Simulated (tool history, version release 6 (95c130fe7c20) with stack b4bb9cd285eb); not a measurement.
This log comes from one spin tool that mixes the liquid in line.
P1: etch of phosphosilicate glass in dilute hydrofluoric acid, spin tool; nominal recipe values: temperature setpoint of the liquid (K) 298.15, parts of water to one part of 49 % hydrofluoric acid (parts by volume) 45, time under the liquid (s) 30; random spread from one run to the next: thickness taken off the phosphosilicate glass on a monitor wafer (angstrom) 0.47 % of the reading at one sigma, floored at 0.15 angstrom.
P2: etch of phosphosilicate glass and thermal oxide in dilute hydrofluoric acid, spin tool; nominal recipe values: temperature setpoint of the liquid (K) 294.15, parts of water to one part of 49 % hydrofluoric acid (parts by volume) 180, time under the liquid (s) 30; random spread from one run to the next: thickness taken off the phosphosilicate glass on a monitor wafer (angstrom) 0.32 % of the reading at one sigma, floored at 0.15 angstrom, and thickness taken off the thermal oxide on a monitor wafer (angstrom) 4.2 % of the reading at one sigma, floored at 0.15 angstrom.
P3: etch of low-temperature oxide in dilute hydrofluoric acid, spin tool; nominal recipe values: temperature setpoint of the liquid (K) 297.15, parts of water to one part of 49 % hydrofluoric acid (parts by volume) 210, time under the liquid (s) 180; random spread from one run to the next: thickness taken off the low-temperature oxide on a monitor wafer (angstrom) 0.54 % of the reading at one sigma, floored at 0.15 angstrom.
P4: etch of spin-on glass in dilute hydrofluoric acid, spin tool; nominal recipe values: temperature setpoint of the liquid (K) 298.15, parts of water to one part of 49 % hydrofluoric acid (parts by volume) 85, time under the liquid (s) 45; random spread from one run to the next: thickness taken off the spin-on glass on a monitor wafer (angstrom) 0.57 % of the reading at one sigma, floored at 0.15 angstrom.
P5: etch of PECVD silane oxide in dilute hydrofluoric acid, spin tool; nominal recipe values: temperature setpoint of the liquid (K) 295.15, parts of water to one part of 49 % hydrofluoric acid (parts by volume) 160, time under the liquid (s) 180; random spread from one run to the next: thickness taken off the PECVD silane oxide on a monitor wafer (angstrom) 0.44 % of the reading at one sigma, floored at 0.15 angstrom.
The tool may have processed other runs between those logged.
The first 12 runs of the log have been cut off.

run,hour,process that ran,temperature setpoint of the liquid (K),parts of water to one part of 49 % hydrofluoric acid (parts by volume),time under the liquid (s),hours since the thermometer was replaced,hours since the hydrofluoric acid flow meter was replaced,thickness taken off the phosphosilicate glass on a monitor wafer (angstrom),thickness taken off the PECVD silane oxide on a monitor wafer (angstrom),thickness taken off the spin-on glass on a monitor wafer (angstrom),thickness taken off the thermal oxide on a monitor wafer (angstrom),thickness taken off the low-temperature oxide on a monitor wafer (angstrom)
13,104.6,P1,298.15,25,30,920.7,228.0,2782.200,,,,
14,112.4,P5,295.15,85,180,928.5,235.8,,302.50,,,
15,120.7,P4,293.65,85,45,936.8,244.1,,,164.460,,
16,128.9,P1,298.15,45,30,945.0,252.3,1508.800,,,,
17,133.6,P1,298.15,45,30,949.7,257.0,1518.100,,,,
18,138.6,P1,298.15,45,60,954.7,262.0,3023.600,,,,
19,148.1,P2,294.15,180,30,964.2,271.5,121.850,,,6.2121,
20,156.6,P1,291.65,45,30,972.7,280.0,1145.000,,,,
21,161.4,P3,297.15,210,280,977.5,284.8,,,,,235.940
22,169.3,P3,304.65,210,180,985.4,292.7,,,,,198.380
23,174.0,P5,295.15,160,180,990.1,297.4,,148.40,,,
24,180.8,P1,298.15,45,15,996.9,304.2,745.800,,,,
25,185.6,P2,294.15,80,30,1001.7,309.0,303.950,,,16.0590,
26,194.6,P1,298.15,60,30,1010.7,318.0,1099.000,,,,
27,202.5,P3,297.15,210,180,1018.6,325.9,,,,,151.620
28,211.8,P3,297.15,210,180,1027.9,335.2,,,,,152.910
29,218.7,P1,298.15,45,30,1034.8,342.1,1505.400,,,,
30,224.1,P1,298.15,45,30,1040.2,347.5,1537.400,,,,
31,234.1,P1,298.15,45,30,1050.2,357.5,1582.900,,,,
32,239.6,P1,298.15,45,30,1055.7,363.0,1599.800,,,,
33,244.6,P1,298.15,45,30,1060.7,368.0,1591.700,,,,
34,249.2,P1,298.15,45,30,1065.3,372.6,1633.000,,,,

Run 35 comes next. What will it give?
35,258.6,P1,298.15,45,30,1074.7,382.0,?,,,,

thickness taken off the phosphosilicate glass on a monitor wafer (angstrom): 1632.800
